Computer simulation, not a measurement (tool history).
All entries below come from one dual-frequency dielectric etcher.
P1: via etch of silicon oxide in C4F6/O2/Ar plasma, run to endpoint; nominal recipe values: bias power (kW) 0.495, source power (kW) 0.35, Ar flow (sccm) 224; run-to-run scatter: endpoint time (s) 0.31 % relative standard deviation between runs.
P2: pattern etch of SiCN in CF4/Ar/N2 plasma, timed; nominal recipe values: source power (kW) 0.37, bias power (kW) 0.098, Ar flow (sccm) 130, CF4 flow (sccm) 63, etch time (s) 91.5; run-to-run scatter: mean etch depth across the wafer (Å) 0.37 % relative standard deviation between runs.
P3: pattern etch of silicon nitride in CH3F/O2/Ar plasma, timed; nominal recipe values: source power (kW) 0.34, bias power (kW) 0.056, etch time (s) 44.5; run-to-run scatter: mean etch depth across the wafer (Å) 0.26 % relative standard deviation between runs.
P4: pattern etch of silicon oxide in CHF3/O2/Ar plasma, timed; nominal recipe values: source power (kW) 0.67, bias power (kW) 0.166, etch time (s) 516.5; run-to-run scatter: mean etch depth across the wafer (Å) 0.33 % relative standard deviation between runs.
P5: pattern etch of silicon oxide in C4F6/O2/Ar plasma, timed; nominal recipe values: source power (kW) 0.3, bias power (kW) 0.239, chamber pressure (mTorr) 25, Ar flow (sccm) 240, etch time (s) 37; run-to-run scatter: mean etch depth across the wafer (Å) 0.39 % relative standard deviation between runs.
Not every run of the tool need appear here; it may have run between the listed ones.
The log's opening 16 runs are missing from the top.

run   hour  process that ran  bias power (kW)  source power (kW)  Ar flow (sccm)  chamber pressure (mTorr)  etch time (s)  CF4 flow (sccm)  endpoint time (s)  mean etch depth across the wafer (Å)
 17  210.5                P1            0.495               0.35             224                                                                       26.594
 18  227.3                P4            0.102               0.67                                                    516.5                                                                    8897.3
 19    239                P2            0.098               0.37             130                                     91.5               49                                                    684.9
 20  255.5                P3            0.056               0.34                                                     66.5                                                                    394.51
 21  267.6                P1            0.495               0.35             131                                                                       24.958
 22  282.4                P5            0.239                0.3             240                        25           20.5                                                                    668.12
 23    294                P5            0.239                0.3             322                        25             37                                                                    1167.1
 24  303.8                P5            0.239                0.3             240                        25             37                                                                      1211
 25  320.3                P2            0.098               0.44             130                                     91.5               63                                                   814.89
 26  332.9                P5            0.239                0.4             240                        25             37                                                                    1352.3
 27  344.5                P4            0.166               0.67                                                    309.5                                                                    6187.4
 28  357.6                P2            0.098               0.37             130                                    130.5               63                                                   1001.3
 29  375.3                P1            0.495               0.35             224                                                                       26.458
 30  383.5                P1            0.495               0.43             140                                                                       23.243
 31  394.5                P2            0.122               0.37             130                                     91.5               63                                                   769.12
 32  403.2                P4            0.166               0.86                                                    516.5                                                                     11460
 33  411.7                P1            0.293               0.35             224                                                                       32.022
 34  419.7                P5            0.161                0.3             240                        25             37                                                                    1065.4
 35  431.6                P3            0.056                0.4                                                     44.5                                                                    280.17
 36  444.4                P1            0.495               0.35             224                                                                       26.389
 37  458.1                P1            0.495               0.35             224                                                                       26.527
 38  471.6                P1            0.495               0.35             224                                                                       26.713
 39  479.8                P1            0.495               0.35             224                                                                       26.711

What will run 40 give?
 40  493.7                P1            0.495               0.35             224                                                                            ?

endpoint time (s): 26.984
